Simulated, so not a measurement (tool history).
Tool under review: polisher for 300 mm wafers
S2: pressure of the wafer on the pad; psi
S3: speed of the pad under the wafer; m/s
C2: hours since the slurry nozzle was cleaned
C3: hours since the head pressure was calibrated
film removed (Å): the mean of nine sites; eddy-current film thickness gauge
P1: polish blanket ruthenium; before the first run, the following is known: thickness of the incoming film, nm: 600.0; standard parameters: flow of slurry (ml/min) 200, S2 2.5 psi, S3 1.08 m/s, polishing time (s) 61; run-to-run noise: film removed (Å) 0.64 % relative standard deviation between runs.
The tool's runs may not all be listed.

Run 1, day 0.279: flow of slurry (ml/min) 200, S2 2.5 psi, S3 1.08 m/s, polishing time (s) 61; wafers polished on this pad 264; C2 288.2; C3 272.1. Result: film removed (Å) 939.28.
Run 2, day 0.496: flow of slurry (ml/min) 200, S2 2.5 psi, S3 1.58 m/s, polishing time (s) 61; wafers polished on this pad 305; C2 293.4; C3 277.3. Result: film removed (Å) 1382.4.
Run 3, day 0.846: flow of slurry (ml/min) 200, S2 2.5 psi, S3 1.08 m/s, polishing time (s) 61; wafers polished on this pad 372; C2 301.8; C3 285.7. Result: film removed (Å) 946.48.
At day 0.983: head pressure recalibrated.
Run 4, day 1.121: flow of slurry (ml/min) 200, S2 2.5 psi, S3 1.08 m/s, polishing time (s) 61; wafers polished on this pad 425; C2 308.4; C3 3.3. Result: film removed (Å) 936.24.
Run 5, day 1.429: flow of slurry (ml/min) 200, S2 1.5 psi, S3 1.08 m/s, polishing time (s) 61; wafers polished on this pad 484; C2 315.8; C3 10.7. Result: film removed (Å) 565.61.
Run 6, day 1.775: flow of slurry (ml/min) 120, S2 2.5 psi, S3 1.08 m/s, polishing time (s) 61; wafers polished on this pad 551; C2 324.1; C3 19. Result: film removed (Å) 854.16.
Run 7, day 2.071: flow of slurry (ml/min) 200, S2 4 psi, S3 1.08 m/s, polishing time (s) 61; wafers polished on this pad 607; C2 331.2; C3 26.1. Result: film removed (Å) 1501.6.
Run 8, day 2.479: flow of slurry (ml/min) 200, S2 2.5 psi, S3 1.08 m/s, polishing time (s) 61; wafers polished on this pad 686; C2 341; C3 35.9. Result: film removed (Å) 938.06.
Run 9, day 2.725: flow of slurry (ml/min) 200, S2 2.5 psi, S3 0.76 m/s, polishing time (s) 61; wafers polished on this pad 733; C2 346.9; C3 41.8. Result: film removed (Å) 663.72.
At day 2.988: worn pad replaced by a new one.
Run 10, day 3.092: flow of slurry (ml/min) 200, S2 2.5 psi, S3 1.08 m/s, polishing time (s) 61; wafers polished on this pad 20; C2 355.7; C3 50.6. Result: film removed (Å) 941.01.
Run 11, day 3.538: flow of slurry (ml/min) 200, S2 2.5 psi, S3 1.08 m/s, polishing time (s) 37; wafers polished on this pad 106; C2 366.4; C3 61.3. Result: film removed (Å) 568.66.
Run 12, day 3.821: flow of slurry (ml/min) 200, S2 2.5 psi, S3 1.08 m/s, polishing time (s) 80; wafers polished on this pad 160; C2 373.2; C3 68.1. Result: film removed (Å) 1234.7.
Run 13, day 4.121: flow of slurry (ml/min) 200, S2 3.9 psi, S3 1.48 m/s, polishing time (s) 61; wafers polished on this pad 217; C2 380.4; C3 75.3. Result: film removed (Å) 2004.6.
Run 14, day 4.429: flow of slurry (ml/min) 200, S2 2.5 psi, S3 1.08 m/s, polishing time (s) 61; wafers polished on this pad 277; C2 387.8; C3 82.7. Result: film removed (Å) 945.3.
Run 15, day 4.8: flow of slurry (ml/min) 275, S2 2.5 psi, S3 1.08 m/s, polishing time (s) 61; wafers polished on this pad 348; C2 396.7; C3 91.6. Result: film removed (Å) 975.23.
Run 16, day 5.008: flow of slurry (ml/min) 200, S2 2.5 psi, S3 1.08 m/s, polishing time (s) 61; wafers polished on this pad 388; C2 401.7; C3 96.6. Result: film removed (Å) 925.03.
Run 17, day 5.342: flow of slurry (ml/min) 200, S2 2.5 psi, S3 1.08 m/s, polishing time (s) 61; wafers polished on this pad 452; C2 409.7; C3 104.6. Result: film removed (Å) 916.62.
Run 18, day 5.533: flow of slurry (ml/min) 200, S2 2.5 psi, S3 1.08 m/s, polishing time (s) 61; wafers polished on this pad 488; C2 414.3; C3 109.2. Result: film removed (Å) 908.68.
Run 19, day 5.983: flow of slurry (ml/min) 200, S2 2.5 psi, S3 1.08 m/s, polishing time (s) 61; wafers polished on this pad 575; C2 425.1; C3 120. Result: film removed (Å) 899.45.
Run 20, day 6.242: flow of slurry (ml/min) 200, S2 2.5 psi, S3 1.08 m/s, polishing time (s) 61; wafers polished on this pad 624; C2 431.3; C3 126.2. Result: film removed (Å) 890.72.
Run 21, day 6.496: flow of slurry (ml/min) 200, S2 2.5 psi, S3 1.08 m/s, polishing time (s) 61; wafers polished on this pad 673; C2 437.4; C3 132.3. Result: film removed (Å) 888.18.
At day 6.746: worn pad replaced by a new one.
Run 22, day 6.783: flow of slurry (ml/min) 200, S2 2.5 psi, S3 1.08 m/s, polishing time (s) 61; wafers polished on this pad 7; C2 444.3; C3 139.2. Result: film removed (Å) 886.53.
Run 23, day 7.117: flow of slurry (ml/min) 200, S2 2.5 psi, S3 1.08 m/s, polishing time (s) 61; wafers polished on this pad 71; C2 452.3; C3 147.2. Result: film removed (Å) 885.36.
Run 24, day 7.371: flow of slurry (ml/min) 200, S2 2.5 psi, S3 1.08 m/s, polishing time (s) 61; wafers polished on this pad 120; C2 458.4; C3 153.3. Result: film removed (Å) 894.21.

P1 has crept away from where it was. The log is fitted equally well by each of these 2 causes, at the sizes shown:
A: slurry flow missing at the pad, % = 30.1
B: head's pressure below its setpoint, % = 5.41
Creep in the process output first set in at about day 5.008.
All other causes, with the reason each is excluded:
removal rate lost through wear of the pad, %: its service at day 6.746 followed the start of the drift and did not put the process back to its old value

Of the 4 check runs below, each run on 2 wafers with the results averaged and each result still a question mark, which one would tell the listed causes apart?
Run check 1, day 7.625: flow of slurry (ml/min) 200, S2 2 psi, S3 1.08 m/s, polishing time (s) 61. Result: film removed (Å) ?.
Run check 2, day 7.625: flow of slurry (ml/min) 200, S2 2.5 psi, S3 0.82 m/s, polishing time (s) 49. Result: film removed (Å) ?.
Run check 3, day 7.625: flow of slurry (ml/min) 200, S2 3.1 psi, S3 1.34 m/s, polishing time (s) 61. Result: film removed (Å) ?.
Run check 4, day 7.625: flow of slurry (ml/min) 120, S2 2.5 psi, S3 1.08 m/s, polishing time (s) 61. Result: film removed (Å) ?.

How each check would come out, cause by cause:
  check            result    if A    if B
check 1  film removed (Å)  710.55  710.66
check 2  film removed (Å)  541.71  541.79
check 3  film removed (Å)  1366.5  1366.7
check 4  film removed (Å)  788.83  815.32
Per check, the gap between the least separated pair of causes, taken in the result that splits them most: check 1 0.02 %; check 2 0.02 %; check 3 0.02 %; check 4 3.3 %
Check 4 is the one run that separates the causes; every other check would come out nearly the same whichever cause is at work.

Here is what check 4 returned: film removed (Å) 816.47. Which cause is it?

B is the cause: head's pressure below its setpoint, %.
